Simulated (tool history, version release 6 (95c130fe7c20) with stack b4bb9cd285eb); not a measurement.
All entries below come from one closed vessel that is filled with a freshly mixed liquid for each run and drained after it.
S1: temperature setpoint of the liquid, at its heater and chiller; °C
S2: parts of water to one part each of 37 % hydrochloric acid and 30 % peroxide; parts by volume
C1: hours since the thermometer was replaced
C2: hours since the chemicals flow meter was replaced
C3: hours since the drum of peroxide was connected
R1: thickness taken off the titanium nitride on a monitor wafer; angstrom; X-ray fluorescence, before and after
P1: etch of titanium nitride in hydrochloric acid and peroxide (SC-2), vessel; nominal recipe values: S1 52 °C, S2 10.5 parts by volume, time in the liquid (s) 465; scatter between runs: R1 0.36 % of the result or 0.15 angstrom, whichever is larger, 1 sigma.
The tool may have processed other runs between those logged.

{"run": 1, "hour": 5.2, "S1": 52, "S2": 10.5, "time in the liquid (s)": 465, "C1": 1381.3, "C2": 156, "C3": 348, "R1": 209.91}
{"hour": 7.8, "done": "chemicals flow meter replaced"}
{"run": 2, "hour": 10.6, "S1": 67, "S2": 10.5, "time in the liquid (s)": 465, "C1": 1386.7, "C2": 2.9, "C3": 353.4, "R1": 536}
{"run": 3, "hour": 13.9, "S1": 52, "S2": 18, "time in the liquid (s)": 855, "C1": 1390, "C2": 6.2, "C3": 356.7, "R1": 241.27}
{"run": 4, "hour": 16.7, "S1": 52, "S2": 10.5, "time in the liquid (s)": 465, "C1": 1392.8, "C2": 9, "C3": 359.5, "R1": 208.65}
{"run": 5, "hour": 22.2, "S1": 52, "S2": 17, "time in the liquid (s)": 465, "C1": 1398.3, "C2": 14.5, "C3": 365, "R1": 138.18}
{"run": 6, "hour": 26.4, "S1": 52, "S2": 4, "time in the liquid (s)": 465, "C1": 1402.5, "C2": 18.7, "C3": 369.2, "R1": 438.4}
{"run": 7, "hour": 29.9, "S1": 52, "S2": 10.5, "time in the liquid (s)": 910, "C1": 1406, "C2": 22.2, "C3": 372.7, "R1": 410.98}
{"run": 8, "hour": 32.7, "S1": 52, "S2": 10.5, "time in the liquid (s)": 465, "C1": 1408.8, "C2": 25, "C3": 375.5, "R1": 209.77}
{"run": 9, "hour": 37.3, "S1": 52, "S2": 10.5, "time in the liquid (s)": 465, "C1": 1413.4, "C2": 29.6, "C3": 380.1, "R1": 209.22}
{"run": 10, "hour": 42.0, "S1": 39, "S2": 10.5, "time in the liquid (s)": 245, "C1": 1418.1, "C2": 34.3, "C3": 384.8, "R1": 45.35}
{"run": 11, "hour": 47.2, "S1": 52, "S2": 10.5, "time in the liquid (s)": 465, "C1": 1423.3, "C2": 39.5, "C3": 390, "R1": 209.16}
{"run": 12, "hour": 50.3, "S1": 52, "S2": 10.5, "time in the liquid (s)": 100, "C1": 1426.4, "C2": 42.6, "C3": 393.1, "R1": 44.555}

What does the tool deliver on the next run?
{"run": 13, "hour": 53.8, "S1": 52, "S2": 10.5, "time in the liquid (s)": 465, "C1": 1429.9, "C2": 46.1, "C3": 396.6, "R1": "?"}

R1: 210.2 angstrom

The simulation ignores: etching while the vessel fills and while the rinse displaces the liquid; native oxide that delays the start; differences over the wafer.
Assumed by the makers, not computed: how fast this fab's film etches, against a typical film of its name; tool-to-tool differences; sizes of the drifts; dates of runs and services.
